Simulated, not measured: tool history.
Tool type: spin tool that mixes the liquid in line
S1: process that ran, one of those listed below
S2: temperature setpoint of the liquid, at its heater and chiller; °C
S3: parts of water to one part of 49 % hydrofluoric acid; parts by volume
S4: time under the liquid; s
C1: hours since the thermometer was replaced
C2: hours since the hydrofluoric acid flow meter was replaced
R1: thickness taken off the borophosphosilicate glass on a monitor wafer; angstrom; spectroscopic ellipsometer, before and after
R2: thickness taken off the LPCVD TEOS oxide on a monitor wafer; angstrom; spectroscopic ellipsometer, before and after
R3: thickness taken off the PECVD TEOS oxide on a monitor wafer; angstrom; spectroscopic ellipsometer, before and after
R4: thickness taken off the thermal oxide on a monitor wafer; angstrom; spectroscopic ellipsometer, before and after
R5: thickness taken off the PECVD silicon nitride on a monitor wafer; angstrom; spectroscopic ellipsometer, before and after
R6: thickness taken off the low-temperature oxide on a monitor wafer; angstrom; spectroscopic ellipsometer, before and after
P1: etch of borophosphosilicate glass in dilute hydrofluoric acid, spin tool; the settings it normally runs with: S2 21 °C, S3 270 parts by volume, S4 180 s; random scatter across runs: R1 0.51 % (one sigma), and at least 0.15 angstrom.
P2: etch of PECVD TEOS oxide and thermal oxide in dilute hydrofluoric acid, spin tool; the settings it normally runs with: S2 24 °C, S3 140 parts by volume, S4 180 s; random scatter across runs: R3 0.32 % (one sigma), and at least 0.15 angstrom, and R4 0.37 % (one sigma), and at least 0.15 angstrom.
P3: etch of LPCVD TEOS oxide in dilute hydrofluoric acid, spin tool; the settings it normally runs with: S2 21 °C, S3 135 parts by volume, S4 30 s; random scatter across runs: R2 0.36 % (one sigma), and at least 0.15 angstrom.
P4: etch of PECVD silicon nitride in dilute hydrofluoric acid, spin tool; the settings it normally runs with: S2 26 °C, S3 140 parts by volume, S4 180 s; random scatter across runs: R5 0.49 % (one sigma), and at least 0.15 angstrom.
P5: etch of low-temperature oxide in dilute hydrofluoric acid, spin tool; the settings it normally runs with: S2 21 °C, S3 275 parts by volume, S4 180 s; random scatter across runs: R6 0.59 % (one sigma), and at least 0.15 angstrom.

| run | day | S1 | S2 | S3 | S4 | C1 | C2 | R1 | R2 | R3 | R4 | R5 | R6 |
|---|---|---|---|---|---|---|---|---|---|---|---|---|---|
| 1 | 0.517 | P1 | 21 | 270 | 180 | 476.9 | 633.7 | 175.97 |  |  |  |  |  |
| 2 | 1.046 | P3 | 21 | 135 | 55 | 489.6 | 646.4 |  | 195.23 |  |  |  |  |
| 3 | 1.512 | P1 | 21 | 270 | 180 | 500.8 | 657.6 | 176.51 |  |  |  |  |  |
| 4 | 2.196 | P2 | 17 | 140 | 180 | 517.2 | 674 |  |  | 211.87 | 46.118 |  |  |
| 5 | 2.679 | P1 | 21 | 465 | 180 | 528.8 | 685.6 | 86.372 |  |  |  |  |  |
| 6 | 3.45 | P1 | 25 | 270 | 255 | 547.3 | 704.1 | 287.24 |  |  |  |  |  |
| 7 | 4.079 | P2 | 24 | 215 | 180 | 562.4 | 719.2 |  |  | 167.47 | 36.326 |  |  |
| 8 | 4.629 | P4 | 26 | 140 | 180 | 575.6 | 732.4 |  |  |  |  | 47.458 |  |
| 9 | 5.158 | P3 | 21 | 135 | 30 | 588.3 | 745.1 |  | 106.05 |  |  |  |  |
| 10 | 5.946 | P1 | 21 | 270 | 180 | 607.2 | 764 | 174.8 |  |  |  |  |  |
| 11 | 6.621 | P1 | 21 | 270 | 45 | 623.4 | 780.2 | 43.986 |  |  |  |  |  |
| 12 | 7.246 | P1 | 21 | 270 | 180 | 638.4 | 795.2 | 175.79 |  |  |  |  |  |
| 13 | 7.938 | P3 | 17 | 135 | 30 | 655 | 811.8 |  | 89.743 |  |  |  |  |
| 14 | 8.562 | P2 | 24 | 140 | 180 | 670 | 826.8 |  |  | 278.67 | 61.111 |  |  |
| 15 | 8.958 | P4 | 26 | 140 | 90 | 679.5 | 836.3 |  |  |  |  | 24.049 |  |
| 16 | 9.579 | P5 | 17 | 275 | 180 | 694.4 | 851.2 |  |  |  |  |  | 44.414 |
| 17 | 9.921 | P4 | 33.5 | 140 | 180 | 702.6 | 859.4 |  |  |  |  | 76.226 |  |
|  | 10.1 | thermometer replaced |
| 18 | 10.696 | P4 | 26 | 220 | 180 | 14.3 | 878 |  |  |  |  | 30.359 |  |
| 19 | 11.267 | P3 | 21 | 235 | 30 | 28 | 891.7 |  | 54.946 |  |  |  |  |
| 20 | 11.958 | P1 | 27.5 | 270 | 180 | 44.6 | 908.3 | 222.07 |  |  |  |  |  |
| 21 | 12.467 | P1 | 21 | 130 | 180 | 56.8 | 920.5 | 419.27 |  |  |  |  |  |

What does the tool deliver on the next run?
| 22 | 12.983 | P1 | 21 | 270 | 295 | 69.2 | 932.9 | ? |  |  |  |  |  |

{"run 22": {"R1": 287.37}}

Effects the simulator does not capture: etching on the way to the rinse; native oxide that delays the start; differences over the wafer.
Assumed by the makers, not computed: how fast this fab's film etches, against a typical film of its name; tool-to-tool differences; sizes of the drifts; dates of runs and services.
